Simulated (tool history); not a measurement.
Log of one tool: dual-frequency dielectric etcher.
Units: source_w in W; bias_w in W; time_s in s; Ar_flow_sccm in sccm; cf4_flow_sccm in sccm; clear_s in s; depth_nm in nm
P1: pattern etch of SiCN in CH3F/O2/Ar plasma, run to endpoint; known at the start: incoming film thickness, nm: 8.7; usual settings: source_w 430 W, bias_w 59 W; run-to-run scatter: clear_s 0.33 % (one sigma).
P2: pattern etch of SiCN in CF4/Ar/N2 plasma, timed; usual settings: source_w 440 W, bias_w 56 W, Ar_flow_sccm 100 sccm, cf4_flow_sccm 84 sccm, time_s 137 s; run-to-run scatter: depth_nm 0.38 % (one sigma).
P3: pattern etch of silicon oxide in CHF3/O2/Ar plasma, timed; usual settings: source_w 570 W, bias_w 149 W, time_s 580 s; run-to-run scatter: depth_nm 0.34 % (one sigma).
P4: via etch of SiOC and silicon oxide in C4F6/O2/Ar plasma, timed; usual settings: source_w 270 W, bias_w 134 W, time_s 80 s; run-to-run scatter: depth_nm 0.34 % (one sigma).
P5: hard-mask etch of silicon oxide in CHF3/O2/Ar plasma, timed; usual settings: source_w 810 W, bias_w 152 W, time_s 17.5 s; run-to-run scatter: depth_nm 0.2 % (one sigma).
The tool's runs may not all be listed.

run   hour  process  source_w  bias_w  time_s  Ar_flow_sccm  cf4_flow_sccm  hours since the last wet clean  hours since the last source power generator calibration  hours since the last bias power generator calibration  clear_s  depth_nm
  1    7.9       P1       430      59                                                                131.2                                                   1143.2                                                  295.2   23.815
  2     16       P3       570     149     580                                                        139.3                                                   1151.3                                                  303.3             1077.3
  3   28.3       P1       430      35                                                                151.6                                                   1163.6                                                  315.6   28.171
  4   38.9       P1       600      59                                                                162.2                                                   1174.2                                                  326.2   20.871
  5   51.6       P3       570     149   444.5                                                        174.9                                                   1186.9                                                  338.9              822.7
  6   61.5       P3       430     149     580                                                        184.8                                                   1196.8                                                  348.8             968.97
  7   73.2       P1       430      59                                                                196.5                                                   1208.5                                                  360.5   23.824
  8   79.6       P2       440      56   192.5           100             84                           202.9                                                   1214.9                                                  366.9             151.67
  9   91.2       P5       810     152    17.5                                                        214.5                                                   1226.5                                                  378.5             37.841
 10  105.4       P3       570     113     580                                                        228.7                                                   1240.7                                                  392.7             986.44
 11  118.6       P5       810     152      22                                                        241.9                                                   1253.9                                                  405.9               47.5
 12    131       P2       440      56     137           100             84                           254.3                                                   1266.3                                                  418.3             106.95
 13  138.5       P2       530      56     137           100             84                           261.8                                                   1273.8                                                  425.8             126.68
 14  149.5       P1       430      59                                                                272.8                                                   1284.8                                                  436.8    23.83
 15  161.7       P2       440      69     137           100             84                             285                                                     1297                                                    449             115.68
 16  169.4       P5       960     152    17.5                                                        292.7                                                   1304.7                                                  456.7             40.352
 17  178.7       P1       430      59                                                                  302                                                     1314                                                    466   23.937
 18  190.2       P5       810      98    17.5                                                        313.5                                                   1325.5                                                  477.5             33.123
 19    201       P4       270     188      80                                                        324.3                                                   1336.3                                                  488.3             78.761
 20  209.8       P4       270     134      80                                                        333.1                                                   1345.1                                                  497.1             70.639
 21  221.5       P2       440      56     137           118             84                           344.8                                                   1356.8                                                  508.8             104.22
 22  234.9       P1       570      82                                                                358.2                                                   1370.2                                                  522.2   19.117
 23  244.2       P1       430      78                                                                367.5                                                   1379.5                                                  531.5   21.599
 24  256.6       P1       510      40                                                                379.9                                                   1391.9                                                  543.9   25.259
 25  263.6       P2       440      56     137           100             54                           386.9                                                   1398.9                                                  550.9             100.16
 26  271.3       P4       200     134      80                                                        394.6                                                   1406.6                                                  558.6             63.235
 27    281       P1       430      59                                                                404.3                                                   1416.3                                                  568.3   23.876
 28  288.5       P5       810     152    17.5                                                        411.8                                                   1423.8                                                  575.8             37.651
 29  301.4       P1       250      59                                                                424.7                                                   1436.7                                                  588.7     29.4
 30  312.5       P4       270     134      44                                                        435.8                                                   1447.8                                                  599.8             38.701
 31  321.8       P1       430      59                                                                445.1                                                   1457.1                                                  609.1   23.943
 32  329.1       P1       430      59                                                                452.4                                                   1464.4                                                  616.4    24.11
 33  338.7       P1       430      59                                                                  462                                                     1474                                                    626   24.264
 34  347.4       P1       430      59                                                                470.7                                                   1482.7                                                  634.7   24.277
     349.9  -- wet clean of the chamber
 35  359.5       P1       430      59                                                                  9.6                                                   1494.8                                                  646.8   24.176
 36  372.6       P1       430      59                                                                 22.7                                                   1507.9                                                  659.9   24.381
 37  386.7       P1       430      59                                                                 36.8                                                     1522                                                    674   24.249

What P1 gives has crept away from where it was. These 2 causes fit the log equally well, each at the size given:
A: bias power that arrives under what is set, % = 4.8
B: source power that arrives under what is set, % = 4.21
The creep began at about hour 321.8.
Why every other cause is out:
chamber walls in a state that lowers the etch rate, %: serviced at hour 349.9, which brought nothing back

4 check runs are offered, each on 2 wafers whose results are averaged, their results left as question marks. Which one tells the causes apart?
check 1  400.8       P4       270     134      80                                                                                                                                                                                               ?
check 2  400.8       P2       440      56     137           100             84                                                                                                                                                                  ?
check 3  400.8       P3       570     149     580                                                                                                                                                                                               ?
check 4  400.8       P5       810     152    17.5                                                                                                                                                                                               ?

What each check would give under each cause:
  check    result    if A    if B
check 1  depth_nm  69.779  69.668
check 2  depth_nm  106.15  103.78
check 3  depth_nm  1056.9  1056.1
check 4  depth_nm  37.191  37.146
How far apart the two closest causes lie, in the result that separates them most: check 1 0.16 %; check 2 2.26 %; check 3 0.07 %; check 4 0.12 %
Only check 2 tells the causes apart: in the others they would give nearly the same result.

Then check 2 was run and gave: depth_nm 105.95 nm. Which cause is it?

It is A: bias power that arrives under what is set, %.

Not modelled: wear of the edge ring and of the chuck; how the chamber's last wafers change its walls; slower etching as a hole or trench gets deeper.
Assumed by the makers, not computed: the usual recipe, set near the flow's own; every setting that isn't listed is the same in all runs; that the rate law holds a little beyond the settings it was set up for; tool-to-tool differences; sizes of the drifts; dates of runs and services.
